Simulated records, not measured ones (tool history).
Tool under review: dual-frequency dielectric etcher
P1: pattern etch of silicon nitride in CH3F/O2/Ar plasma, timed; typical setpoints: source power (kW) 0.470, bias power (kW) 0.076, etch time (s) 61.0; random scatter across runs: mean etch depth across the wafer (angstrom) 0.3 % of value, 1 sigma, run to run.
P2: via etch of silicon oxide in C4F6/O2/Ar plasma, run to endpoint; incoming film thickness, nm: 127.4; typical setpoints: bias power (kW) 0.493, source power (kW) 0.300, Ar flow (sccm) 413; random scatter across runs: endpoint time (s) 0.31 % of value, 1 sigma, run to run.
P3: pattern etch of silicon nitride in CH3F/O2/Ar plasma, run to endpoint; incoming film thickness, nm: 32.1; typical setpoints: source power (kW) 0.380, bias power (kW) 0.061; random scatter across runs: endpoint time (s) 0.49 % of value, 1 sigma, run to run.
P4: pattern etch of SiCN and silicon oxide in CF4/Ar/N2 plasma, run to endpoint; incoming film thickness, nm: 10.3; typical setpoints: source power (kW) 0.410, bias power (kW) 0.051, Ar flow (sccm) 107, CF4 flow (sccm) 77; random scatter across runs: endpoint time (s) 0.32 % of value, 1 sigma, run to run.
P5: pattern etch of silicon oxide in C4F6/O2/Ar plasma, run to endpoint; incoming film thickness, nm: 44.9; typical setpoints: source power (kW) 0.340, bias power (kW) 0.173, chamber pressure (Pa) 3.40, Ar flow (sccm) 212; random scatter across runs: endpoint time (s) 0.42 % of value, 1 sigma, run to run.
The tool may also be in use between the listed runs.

run	day	process that ran	source power (kW)	bias power (kW)	etch time (s)	Ar flow (sccm)	CF4 flow (sccm)	chamber pressure (Pa)	hours since the last wet clean	hours since the last source power generator calibration	hours since the last bias power generator calibration	mean etch depth across the wafer (angstrom)	endpoint time (s)
1	0.471	P1	0.470	0.076	61.0				180.9	2144.3	315.6	465.98	
2	0.746	P2	0.300	0.493		413			187.5	2150.9	322.2		32.758
3	0.988	P1	0.290	0.076	61.0				193.3	2156.7	328.0	388.22	
4	1.454	P1	0.570	0.054	61.0				204.5	2167.9	339.2	449.97	
5	1.738	P4	0.260	0.051		107	77		211.3	2174.7	346.0		22.437
6	2.017	P1	0.470	0.051	61.0				218.0	2181.4	352.7	409.35	
7	2.275	P3	0.380	0.044					224.2	2187.6	358.9		54.317
8	2.550	P2	0.240	0.493		413			230.8	2194.2	365.5		35.402
9	2.804	P2	0.300	0.493		413			236.9	2200.3	371.6		32.702
10	3.279	P5	0.340	0.226		212		3.40	248.3	2211.7	383.0		13.393
11	3.738	P4	0.410	0.051		107	77		259.3	2222.7	394.0		14.877
12	4.108	P2	0.300	0.493		495			268.2	2231.6	402.9		33.334
13	4.575	P4	0.410	0.051		107	62		279.4	2242.8	414.1		15.428
14	4.792	P3	0.380	0.061					284.6	2248.0	419.3		49.327
15	5.012	P1	0.470	0.076	61.0				289.9	2253.3	424.6	467.24	
16	5.388	P2	0.300	0.321		413			298.9	2262.3	433.6		38.457
17	5.696	P5	0.340	0.173		212		3.40	306.3	2269.7	441.0		14.578
18	6.112	P1	0.330	0.076	75.0				316.3	2279.7	451.0	502.86	
19	6.404	P3	0.250	0.061					323.3	2286.7	458.0		58.155
20	6.617	P5	0.340	0.173		288		3.40	328.4	2291.8	463.1		15.126
21	6.888	P4	0.410	0.051		107	77		334.9	2298.3	469.6		14.903
22	7.096	P4	0.410	0.051		130	77		339.9	2303.3	474.6		15.343
23	7.392	P1	0.470	0.076	61.0				347.0	2310.4	481.7	465.65	
24	7.762	P1	0.470	0.076	61.0				355.9	2319.3	490.6	464.39	
25	8.012	P1	0.470	0.100	61.0				361.9	2325.3	496.6	513.78	
26	8.488	P1	0.470	0.104	81.0				373.3	2336.7	508.0	694.71	
27	8.892	P1	0.470	0.076	33.5				383.0	2346.4	517.7	255.99	
# day 9.279: source power generator calibrated
28	9.333	P5	0.440	0.173		212		3.40	393.6	1.3	528.3		13.304
29	9.729	P4	0.410	0.068		107	77		403.1	10.8	537.8		13.588
30	9.958	P5	0.340	0.173		212		4.07	408.6	16.3	543.3		15.041
31	10.404	P1	0.470	0.076	82.0				419.3	27.0	554.0	625.11	
32	10.871	P1	0.470	0.076	61.0				430.5	38.2	565.2	467.81	
33	11.321	P1	0.670	0.076	61.0				441.3	49.0	576.0	533.99	
34	11.662	P1	0.470	0.076	61.0				449.5	57.2	584.2	467.57	
35	12.100	P1	0.470	0.076	61.0				460.0	67.7	594.7	463.85	
36	12.479	P1	0.470	0.076	61.0				469.1	76.8	603.8	462.12	

Run 37, settings as shown, results not yet in. Your forecast:
37	12.771	P1	0.470	0.076	61.0				476.1	83.8	610.8	?	

{"run 37": {"mean etch depth across the wafer (angstrom)": 459.35}}
